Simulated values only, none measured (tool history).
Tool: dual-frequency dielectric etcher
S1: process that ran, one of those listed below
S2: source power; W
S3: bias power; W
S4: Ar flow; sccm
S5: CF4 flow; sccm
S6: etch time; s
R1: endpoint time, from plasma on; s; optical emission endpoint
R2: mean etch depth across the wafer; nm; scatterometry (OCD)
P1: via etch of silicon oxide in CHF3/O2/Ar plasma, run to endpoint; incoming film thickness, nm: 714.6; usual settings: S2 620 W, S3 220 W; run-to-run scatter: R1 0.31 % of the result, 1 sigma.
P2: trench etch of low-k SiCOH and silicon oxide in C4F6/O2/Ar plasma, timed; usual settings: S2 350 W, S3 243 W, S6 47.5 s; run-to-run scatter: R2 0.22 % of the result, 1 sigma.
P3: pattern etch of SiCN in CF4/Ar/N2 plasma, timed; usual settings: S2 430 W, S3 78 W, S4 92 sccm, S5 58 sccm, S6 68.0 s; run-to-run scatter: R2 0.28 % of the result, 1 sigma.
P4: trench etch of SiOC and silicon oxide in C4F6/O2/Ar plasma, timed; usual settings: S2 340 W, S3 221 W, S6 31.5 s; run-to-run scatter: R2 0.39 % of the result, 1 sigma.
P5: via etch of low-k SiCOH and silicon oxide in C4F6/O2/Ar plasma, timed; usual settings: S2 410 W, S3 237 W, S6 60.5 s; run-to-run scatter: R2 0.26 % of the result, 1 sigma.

{"run": 1, "hour": 5.3, "S1": "P1", "S2": 620, "S3": 220, "R1": 337.0}
{"run": 2, "hour": 8.5, "S1": "P3", "S2": 430, "S3": 78, "S4": 92, "S5": 58, "S6": 95.5, "R2": 77.119}
{"run": 3, "hour": 12.7, "S1": "P4", "S2": 460, "S3": 221, "S6": 31.5, "R2": 70.282}
{"run": 4, "hour": 15.4, "S1": "P3", "S2": 430, "S3": 78, "S4": 57, "S5": 58, "S6": 68.0, "R2": 58.695}
{"run": 5, "hour": 20.9, "S1": "P1", "S2": 620, "S3": 220, "R1": 337.67}
{"run": 6, "hour": 24.3, "S1": "P5", "S2": 410, "S3": 237, "S6": 60.5, "R2": 182.55}
{"run": 7, "hour": 27.8, "S1": "P1", "S2": 620, "S3": 143, "R1": 389.5}
{"run": 8, "hour": 30.9, "S1": "P2", "S2": 470, "S3": 243, "S6": 47.5, "R2": 184.16}
{"run": 9, "hour": 33.6, "S1": "P3", "S2": 270, "S3": 78, "S4": 92, "S5": 58, "S6": 68.0, "R2": 36.838}
{"run": 10, "hour": 37.7, "S1": "P1", "S2": 800, "S3": 220, "R1": 306.28}
{"run": 11, "hour": 41.0, "S1": "P5", "S2": 410, "S3": 162, "S6": 60.5, "R2": 160.22}
{"run": 12, "hour": 44.0, "S1": "P4", "S2": 340, "S3": 221, "S6": 31.5, "R2": 62.234}
{"run": 13, "hour": 49.5, "S1": "P2", "S2": 350, "S3": 186, "S6": 47.5, "R2": 150.06}
{"run": 14, "hour": 52.6, "S1": "P2", "S2": 350, "S3": 243, "S6": 62.5, "R2": 216.21}
{"run": 15, "hour": 58.2, "S1": "P1", "S2": 620, "S3": 220, "R1": 338.23}
{"run": 16, "hour": 64.3, "S1": "P4", "S2": 340, "S3": 221, "S6": 24.0, "R2": 47.181}
{"run": 17, "hour": 68.0, "S1": "P2", "S2": 350, "S3": 243, "S6": 47.5, "R2": 164.23}
{"run": 18, "hour": 73.6, "S1": "P1", "S2": 820, "S3": 285, "R1": 275.3}
{"run": 19, "hour": 77.9, "S1": "P5", "S2": 260, "S3": 237, "S6": 60.5, "R2": 152.55}
{"hour": 79.5, "done": "bias power generator calibrated"}
{"run": 20, "hour": 82.3, "S1": "P3", "S2": 430, "S3": 78, "S4": 92, "S5": 44, "S6": 68.0, "R2": 52.733}
{"run": 21, "hour": 85.8, "S1": "P1", "S2": 620, "S3": 311, "R1": 297.59}
{"run": 22, "hour": 91.8, "S1": "P5", "S2": 410, "S3": 237, "S6": 42.0, "R2": 126.16}
{"run": 23, "hour": 94.5, "S1": "P1", "S2": 360, "S3": 220, "R1": 411.27}
{"run": 24, "hour": 98.6, "S1": "P4", "S2": 340, "S3": 169, "S6": 31.5, "R2": 56.981}
{"run": 25, "hour": 103.0, "S1": "P5", "S2": 410, "S3": 237, "S6": 60.5, "R2": 181.23}
{"run": 26, "hour": 108.7, "S1": "P2", "S2": 350, "S3": 243, "S6": 47.5, "R2": 164.03}
{"run": 27, "hour": 114.1, "S1": "P4", "S2": 340, "S3": 221, "S6": 31.5, "R2": 61.828}
{"run": 28, "hour": 119.6, "S1": "P1", "S2": 620, "S3": 220, "R1": 336.33}
{"run": 29, "hour": 123.4, "S1": "P1", "S2": 620, "S3": 220, "R1": 337.77}
{"run": 30, "hour": 128.5, "S1": "P3", "S2": 430, "S3": 106, "S4": 92, "S5": 58, "S6": 68.0, "R2": 61.674}
{"run": 31, "hour": 132.8, "S1": "P3", "S2": 430, "S3": 78, "S4": 92, "S5": 58, "S6": 68.0, "R2": 54.869}
{"run": 32, "hour": 136.4, "S1": "P1", "S2": 620, "S3": 220, "R1": 337.57}
{"run": 33, "hour": 141.7, "S1": "P1", "S2": 620, "S3": 220, "R1": 335.34}
{"run": 34, "hour": 147.0, "S1": "P1", "S2": 620, "S3": 220, "R1": 332.93}
{"hour": 149.4, "done": "wet clean of the chamber"}
{"run": 35, "hour": 150.8, "S1": "P1", "S2": 620, "S3": 220, "R1": 332.95}
{"run": 36, "hour": 156.5, "S1": "P1", "S2": 620, "S3": 220, "R1": 332.07}
{"run": 37, "hour": 159.3, "S1": "P1", "S2": 620, "S3": 220, "R1": 332.59}
{"run": 38, "hour": 163.5, "S1": "P1", "S2": 620, "S3": 220, "R1": 331.99}
{"run": 39, "hour": 167.9, "S1": "P1", "S2": 620, "S3": 220, "R1": 333.12}

What P1 gives has crept away from where it was. These 2 causes fit the log equally well, each at the size given:
A: bias power that arrives over what is set, % = 4.57
B: source power that arrives over what is set, % = 4.22
The creep began at about hour 136.4.
Why every other cause is out:
chamber walls in a state that raises the etch rate, %: serviced at hour 149.4, which brought nothing back

4 check runs are offered, one wafer each, their results left as question marks. Which one tells the causes apart?
{"run": "check 1", "hour": 172.3, "S1": "P4", "S2": 340, "S3": 221, "S6": 31.5, "R2": "?"}
{"run": "check 2", "hour": 172.3, "S1": "P5", "S2": 410, "S3": 237, "S6": 60.5, "R2": "?"}
{"run": "check 3", "hour": 172.3, "S1": "P2", "S2": 350, "S3": 243, "S6": 47.5, "R2": "?"}
{"run": "check 4", "hour": 172.3, "S1": "P3", "S2": 430, "S3": 78, "S4": 92, "S5": 58, "S6": 68.0, "R2": "?"}

What each check would give under each cause:
check=check_1 result=R2 if_A=63.374 if_B=63.429
check=check_2 result=R2 if_A=184.900 if_B=185.070
check=check_3 result=R2 if_A=166.810 if_B=166.910
check=check_4 result=R2 if_A=55.941 if_B=57.073
How far apart the two closest causes lie, in the result that separates them most: check 1 0.09 %; check 2 0.09 %; check 3 0.06 %; check 4 2 %
Only check 4 tells the causes apart: in the others they would give nearly the same result.

Check 4 was then run and gave: R2 55.827 nm. Which cause is it?

It is A: bias power that arrives over what is set, %.
